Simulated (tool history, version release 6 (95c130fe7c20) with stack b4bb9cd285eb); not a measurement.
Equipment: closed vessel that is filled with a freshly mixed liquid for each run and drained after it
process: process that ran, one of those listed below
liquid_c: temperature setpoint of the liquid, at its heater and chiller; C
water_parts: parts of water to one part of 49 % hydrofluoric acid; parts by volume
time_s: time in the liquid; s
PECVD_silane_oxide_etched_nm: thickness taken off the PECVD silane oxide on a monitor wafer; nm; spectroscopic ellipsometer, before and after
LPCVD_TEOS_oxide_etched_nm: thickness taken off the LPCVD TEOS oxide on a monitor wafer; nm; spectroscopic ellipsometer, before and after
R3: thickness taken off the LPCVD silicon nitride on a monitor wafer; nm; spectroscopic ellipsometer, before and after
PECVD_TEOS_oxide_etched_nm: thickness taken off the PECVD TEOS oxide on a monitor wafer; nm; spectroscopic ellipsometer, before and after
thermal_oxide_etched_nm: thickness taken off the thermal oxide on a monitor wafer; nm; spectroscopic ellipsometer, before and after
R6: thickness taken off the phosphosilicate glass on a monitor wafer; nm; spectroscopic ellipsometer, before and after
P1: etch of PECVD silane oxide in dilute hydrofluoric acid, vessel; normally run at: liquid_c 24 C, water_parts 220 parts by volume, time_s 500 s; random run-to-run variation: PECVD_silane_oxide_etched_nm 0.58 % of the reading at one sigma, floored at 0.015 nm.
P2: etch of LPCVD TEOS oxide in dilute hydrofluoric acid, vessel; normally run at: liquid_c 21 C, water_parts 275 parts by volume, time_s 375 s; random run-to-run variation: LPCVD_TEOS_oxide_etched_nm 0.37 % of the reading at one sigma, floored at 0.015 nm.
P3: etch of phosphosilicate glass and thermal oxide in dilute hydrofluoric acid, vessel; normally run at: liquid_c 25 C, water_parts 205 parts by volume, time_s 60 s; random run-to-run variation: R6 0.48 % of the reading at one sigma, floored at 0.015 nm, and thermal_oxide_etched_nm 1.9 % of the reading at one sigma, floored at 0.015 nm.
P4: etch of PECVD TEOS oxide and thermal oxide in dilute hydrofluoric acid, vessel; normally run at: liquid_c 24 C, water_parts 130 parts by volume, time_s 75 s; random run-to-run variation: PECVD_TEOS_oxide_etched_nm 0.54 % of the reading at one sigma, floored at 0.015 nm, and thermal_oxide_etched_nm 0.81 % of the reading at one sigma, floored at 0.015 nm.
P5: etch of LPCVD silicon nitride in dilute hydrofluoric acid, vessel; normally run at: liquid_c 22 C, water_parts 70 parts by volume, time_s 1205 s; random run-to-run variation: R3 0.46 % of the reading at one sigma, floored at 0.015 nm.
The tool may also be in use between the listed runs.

{"run": 1, "day": 0.154, "process": "P1", "liquid_c": 24, "water_parts": 220, "time_s": 500, "PECVD_silane_oxide_etched_nm": 41.084}
{"run": 2, "day": 0.358, "process": "P2", "liquid_c": 17, "water_parts": 275, "time_s": 375, "LPCVD_TEOS_oxide_etched_nm": 39.421}
{"run": 3, "day": 0.6, "process": "P5", "liquid_c": 22, "water_parts": 70, "time_s": 1205, "R3": 7.1145}
{"run": 4, "day": 0.833, "process": "P4", "liquid_c": 19.5, "water_parts": 130, "time_s": 75, "PECVD_TEOS_oxide_etched_nm": 8.9872, "thermal_oxide_etched_nm": 2.2638}
{"run": 5, "day": 1.029, "process": "P2", "liquid_c": 21, "water_parts": 275, "time_s": 30, "LPCVD_TEOS_oxide_etched_nm": 3.6346}
{"run": 6, "day": 1.233, "process": "P4", "liquid_c": 24, "water_parts": 130, "time_s": 30, "PECVD_TEOS_oxide_etched_nm": 4.274, "thermal_oxide_etched_nm": 1.1004}
{"day": 1.246, "done": "hydrofluoric acid flow meter replaced"}
{"run": 7, "day": 1.5, "process": "P3", "liquid_c": 25, "water_parts": 205, "time_s": 30, "thermal_oxide_etched_nm": 0.63879, "R6": 13.987}
{"run": 8, "day": 1.762, "process": "P1", "liquid_c": 18.5, "water_parts": 220, "time_s": 865, "PECVD_silane_oxide_etched_nm": 57.012}
{"run": 9, "day": 1.917, "process": "P1", "liquid_c": 24, "water_parts": 380, "time_s": 500, "PECVD_silane_oxide_etched_nm": 20.296}
{"run": 10, "day": 2.133, "process": "P3", "liquid_c": 25, "water_parts": 130, "time_s": 60, "thermal_oxide_etched_nm": 2.2644, "R6": 48.043}
{"run": 11, "day": 2.308, "process": "P5", "liquid_c": 29.5, "water_parts": 70, "time_s": 1205, "R3": 11.722}
{"run": 12, "day": 2.479, "process": "P5", "liquid_c": 22, "water_parts": 25, "time_s": 1205, "R3": 19.614}
{"run": 13, "day": 2.638, "process": "P1", "liquid_c": 24, "water_parts": 70, "time_s": 500, "PECVD_silane_oxide_etched_nm": 151.92}
{"day": 2.712, "done": "thermometer replaced"}
{"run": 14, "day": 2.825, "process": "P1", "liquid_c": 24, "water_parts": 220, "time_s": 500, "PECVD_silane_oxide_etched_nm": 40.853}
{"run": 15, "day": 2.996, "process": "P1", "liquid_c": 24, "water_parts": 220, "time_s": 500, "PECVD_silane_oxide_etched_nm": 40.76}
{"run": 16, "day": 3.258, "process": "P4", "liquid_c": 24, "water_parts": 25, "time_s": 75, "PECVD_TEOS_oxide_etched_nm": 64.151, "thermal_oxide_etched_nm": 16.4}
{"run": 17, "day": 3.521, "process": "P1", "liquid_c": 19.5, "water_parts": 220, "time_s": 500, "PECVD_silane_oxide_etched_nm": 34.486}
{"run": 18, "day": 3.712, "process": "P1", "liquid_c": 18, "water_parts": 60, "time_s": 500, "PECVD_silane_oxide_etched_nm": 139.21}
{"run": 19, "day": 3.925, "process": "P1", "liquid_c": 24, "water_parts": 220, "time_s": 880, "PECVD_silane_oxide_etched_nm": 71.194}
{"run": 20, "day": 4.079, "process": "P4", "liquid_c": 24, "water_parts": 130, "time_s": 75, "PECVD_TEOS_oxide_etched_nm": 10.689, "thermal_oxide_etched_nm": 2.7529}
{"run": 21, "day": 4.317, "process": "P1", "liquid_c": 24, "water_parts": 220, "time_s": 500, "PECVD_silane_oxide_etched_nm": 40.592}
{"run": 22, "day": 4.458, "process": "P3", "liquid_c": 25, "water_parts": 205, "time_s": 60, "thermal_oxide_etched_nm": 1.2688, "R6": 28.129}
{"run": 23, "day": 4.654, "process": "P1", "liquid_c": 24, "water_parts": 220, "time_s": 30, "PECVD_silane_oxide_etched_nm": 2.4405}
{"run": 24, "day": 4.804, "process": "P2", "liquid_c": 21, "water_parts": 275, "time_s": 375, "LPCVD_TEOS_oxide_etched_nm": 45.873}
{"run": 25, "day": 4.954, "process": "P4", "liquid_c": 24, "water_parts": 130, "time_s": 75, "PECVD_TEOS_oxide_etched_nm": 10.766, "thermal_oxide_etched_nm": 2.7833}
{"run": 26, "day": 5.133, "process": "P2", "liquid_c": 21, "water_parts": 275, "time_s": 375, "LPCVD_TEOS_oxide_etched_nm": 45.753}
{"run": 27, "day": 5.317, "process": "P3", "liquid_c": 31.5, "water_parts": 205, "time_s": 60, "thermal_oxide_etched_nm": 1.6272, "R6": 35.278}
{"run": 28, "day": 5.496, "process": "P1", "liquid_c": 19.5, "water_parts": 360, "time_s": 500, "PECVD_silane_oxide_etched_nm": 18.561}
{"run": 29, "day": 5.7, "process": "P1", "liquid_c": 30, "water_parts": 220, "time_s": 500, "PECVD_silane_oxide_etched_nm": 49.859}
{"run": 30, "day": 5.888, "process": "P2", "liquid_c": 21, "water_parts": 490, "time_s": 375, "LPCVD_TEOS_oxide_etched_nm": 21.45}
{"run": 31, "day": 6.133, "process": "P5", "liquid_c": 22, "water_parts": 70, "time_s": 2210, "R3": 13.132}
{"run": 32, "day": 6.262, "process": "P1", "liquid_c": 24, "water_parts": 220, "time_s": 500, "PECVD_silane_oxide_etched_nm": 40.622}

Run 33 has not been measured yet. What should we expect?
{"run": 33, "day": 6.508, "process": "P1", "liquid_c": 24, "water_parts": 220, "time_s": 500, "PECVD_silane_oxide_etched_nm": "?"}

{"run 33": {"PECVD_silane_oxide_etched_nm": 40.405}}
